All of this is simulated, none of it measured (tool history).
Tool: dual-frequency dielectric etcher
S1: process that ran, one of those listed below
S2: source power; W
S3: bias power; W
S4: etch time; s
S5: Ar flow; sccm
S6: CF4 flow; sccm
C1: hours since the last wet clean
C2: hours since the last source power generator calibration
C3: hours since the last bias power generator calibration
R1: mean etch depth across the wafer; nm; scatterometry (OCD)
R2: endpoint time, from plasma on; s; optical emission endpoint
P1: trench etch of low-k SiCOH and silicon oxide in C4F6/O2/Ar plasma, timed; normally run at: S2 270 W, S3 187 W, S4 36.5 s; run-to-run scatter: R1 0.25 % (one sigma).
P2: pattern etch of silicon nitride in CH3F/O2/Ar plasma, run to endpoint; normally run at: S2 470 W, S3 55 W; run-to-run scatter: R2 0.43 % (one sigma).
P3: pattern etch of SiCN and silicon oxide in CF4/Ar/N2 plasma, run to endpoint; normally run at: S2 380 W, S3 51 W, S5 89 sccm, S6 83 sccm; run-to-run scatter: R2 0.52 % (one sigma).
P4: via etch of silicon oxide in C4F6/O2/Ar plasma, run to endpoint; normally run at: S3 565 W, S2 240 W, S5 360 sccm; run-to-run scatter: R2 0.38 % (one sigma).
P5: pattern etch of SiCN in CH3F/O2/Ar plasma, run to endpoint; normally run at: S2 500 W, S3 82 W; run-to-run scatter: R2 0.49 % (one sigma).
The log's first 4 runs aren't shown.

| run | hour | S1 | S2 | S3 | S4 | S5 | S6 | C1 | C2 | C3 | R1 | R2 |
|---|---|---|---|---|---|---|---|---|---|---|---|---|
| 5 | 49.7 | P4 | 160 | 565 |  | 360 |  | 299.5 | 2626.2 | 1963.0 |  | 36.749 |
| 6 | 60.6 | P5 | 500 | 82 |  |  |  | 310.4 | 2637.1 | 1973.9 |  | 15.379 |
| 7 | 70.7 | P2 | 380 | 55 |  |  |  | 320.5 | 2647.2 | 1984.0 |  | 58.643 |
| 8 | 79.7 | P1 | 270 | 187 | 23.0 |  |  | 329.5 | 2656.2 | 1993.0 | 64.276 |  |
| 9 | 90.5 | P1 | 270 | 187 | 36.5 |  |  | 340.3 | 2667.0 | 2003.8 | 101.630 |  |
| 10 | 97.7 | P3 | 380 | 51 |  | 89 | 49 | 347.5 | 2674.2 | 2011.0 |  | 14.521 |
| 11 | 108.3 | P3 | 380 | 51 |  | 112 | 83 | 358.1 | 2684.8 | 2021.6 |  | 13.862 |
| 12 | 116.2 | P1 | 270 | 187 | 36.5 |  |  | 366.0 | 2692.7 | 2029.5 | 101.770 |  |
| 13 | 122.6 | P1 | 270 | 187 | 36.5 |  |  | 372.4 | 2699.1 | 2035.9 | 102.000 |  |
| 14 | 131.0 | P1 | 160 | 187 | 36.5 |  |  | 380.8 | 2707.5 | 2044.3 | 83.472 |  |
| 15 | 140.4 | P4 | 240 | 742 |  | 360 |  | 390.2 | 2716.9 | 2053.7 |  | 28.510 |
| 16 | 147.7 | P3 | 520 | 51 |  | 89 | 83 | 397.5 | 2724.2 | 2061.0 |  | 10.057 |
| 17 | 154.5 | P1 | 270 | 187 | 36.5 |  |  | 404.3 | 2731.0 | 2067.8 | 102.190 |  |
| 18 | 166.1 | P4 | 240 | 565 |  | 485 |  | 415.9 | 2742.6 | 2079.4 |  | 32.822 |
| 19 | 176.3 | P2 | 470 | 55 |  |  |  | 426.1 | 2752.8 | 2089.6 |  | 53.975 |
| 20 | 183.5 | P1 | 270 | 115 | 36.5 |  |  | 433.3 | 2760.0 | 2096.8 | 87.803 |  |
| 21 | 189.7 | P1 | 270 | 248 | 36.5 |  |  | 439.5 | 2766.2 | 2103.0 | 112.440 |  |
| 22 | 199.5 | P5 | 500 | 55 |  |  |  | 449.3 | 2776.0 | 2112.8 |  | 17.728 |
| 23 | 210.4 | P1 | 340 | 187 | 50.5 |  |  | 460.2 | 2786.9 | 2123.7 | 154.400 |  |
| 24 | 218.4 | P5 | 350 | 82 |  |  |  | 468.2 | 2794.9 | 2131.7 |  | 17.602 |
| 25 | 224.2 | P1 | 270 | 187 | 46.0 |  |  | 474.0 | 2800.7 | 2137.5 | 128.510 |  |
| 26 | 233.6 | P3 | 380 | 30 |  | 89 | 83 | 483.4 | 2810.1 | 2146.9 |  | 15.416 |
| 27 | 239.7 | P1 | 180 | 187 | 24.5 |  |  | 489.5 | 2816.2 | 2153.0 | 58.644 |  |
| 28 | 246.0 | P1 | 370 | 187 | 36.5 |  |  | 495.8 | 2822.5 | 2159.3 | 115.260 |  |

Run 29 comes next. What will it give?
| 29 | 254.2 | P2 | 470 | 42 |  |  |  | 504.0 | 2830.7 | 2167.5 |  | ? |

R2: 58.631 s

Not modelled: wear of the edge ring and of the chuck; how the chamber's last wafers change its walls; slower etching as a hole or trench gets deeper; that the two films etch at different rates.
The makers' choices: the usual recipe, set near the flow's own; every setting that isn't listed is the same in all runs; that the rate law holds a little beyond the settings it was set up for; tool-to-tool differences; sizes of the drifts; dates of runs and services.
